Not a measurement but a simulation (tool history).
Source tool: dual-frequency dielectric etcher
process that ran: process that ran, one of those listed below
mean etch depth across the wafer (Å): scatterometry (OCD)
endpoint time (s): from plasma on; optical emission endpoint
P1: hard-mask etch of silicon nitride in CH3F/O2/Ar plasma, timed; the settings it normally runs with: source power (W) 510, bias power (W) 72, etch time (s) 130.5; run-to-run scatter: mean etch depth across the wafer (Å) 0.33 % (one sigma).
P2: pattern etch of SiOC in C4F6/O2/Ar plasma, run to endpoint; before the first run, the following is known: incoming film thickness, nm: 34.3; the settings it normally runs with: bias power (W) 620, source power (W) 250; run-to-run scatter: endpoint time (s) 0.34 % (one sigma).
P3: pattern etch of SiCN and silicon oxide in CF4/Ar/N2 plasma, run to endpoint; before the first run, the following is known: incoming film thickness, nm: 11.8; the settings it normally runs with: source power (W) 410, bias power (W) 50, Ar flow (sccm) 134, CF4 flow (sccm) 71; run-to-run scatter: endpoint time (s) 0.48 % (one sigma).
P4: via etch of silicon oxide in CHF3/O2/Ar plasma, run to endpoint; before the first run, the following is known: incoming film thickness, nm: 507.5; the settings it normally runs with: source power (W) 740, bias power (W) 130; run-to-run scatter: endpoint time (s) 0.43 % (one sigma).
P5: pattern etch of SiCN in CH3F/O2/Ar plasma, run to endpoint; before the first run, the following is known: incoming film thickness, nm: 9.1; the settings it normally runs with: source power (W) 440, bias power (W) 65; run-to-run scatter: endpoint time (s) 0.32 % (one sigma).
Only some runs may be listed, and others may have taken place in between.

run   hour  process that ran  source power (W)  bias power (W)  etch time (s)  Ar flow (sccm)  CF4 flow (sccm)  mean etch depth across the wafer (Å)  endpoint time (s)
  1   15.6                P1               510              72          130.5                                                                1026.20
  2   28.9                P3               410              50                            134               71                                                   17.331
  3   40.8                P1               510              72          130.5                                                                1027.70
  4   49.2                P1               510              72          130.5                                                                1024.80
  5   58.5                P5               440              78                                                                                                   23.258
  6   69.5                P1               510              72           97.0                                                                 760.51
  7   79.6                P4               740              77                                                                                                  307.100
  8   88.8                P3               410              50                            134               71                                                   17.594
  9  105.9                P5               440              65                                                                                                   24.799
 10  123.4                P3               410              50                            134               41                                                   19.545
 11  135.0                P3               500              50                            134               71                                                   14.843
     137.7  -- wet clean of the chamber
 12  148.6                P1               510              72          176.5                                                                1390.10
 13  163.7                P1               370              72          185.5                                                                1300.30
 14  177.9                P5               440              65                                                                                                   24.716
 15  190.4                P1               510              56          130.5                                                                 944.24
 16  201.2                P2               190             620                                                                                                   13.874
 17  212.9                P4               740             130                                                                                                  265.950
 18  221.8                P4               740             130                                                                                                  267.610
 19  233.1                P2               250             620                                                                                                   12.553
 20  247.9                P1               680              72           87.0                                                                 765.08
     255.8  -- bias power generator calibrated
 21  265.5                P1               510              72          130.5                                                                1027.80
 22  283.0                P1               510              99          130.5                                                                1141.50
 23  295.5                P1               350              72          130.5                                                                 893.93
 24  303.6                P1               680              72          130.5                                                                1144.40
 25  317.7                P3               410              50                             99               71                                                   16.612

Expected results for the next run?
 26  333.9                P2               250             620                                                                                                        ?

endpoint time (s): 12.656
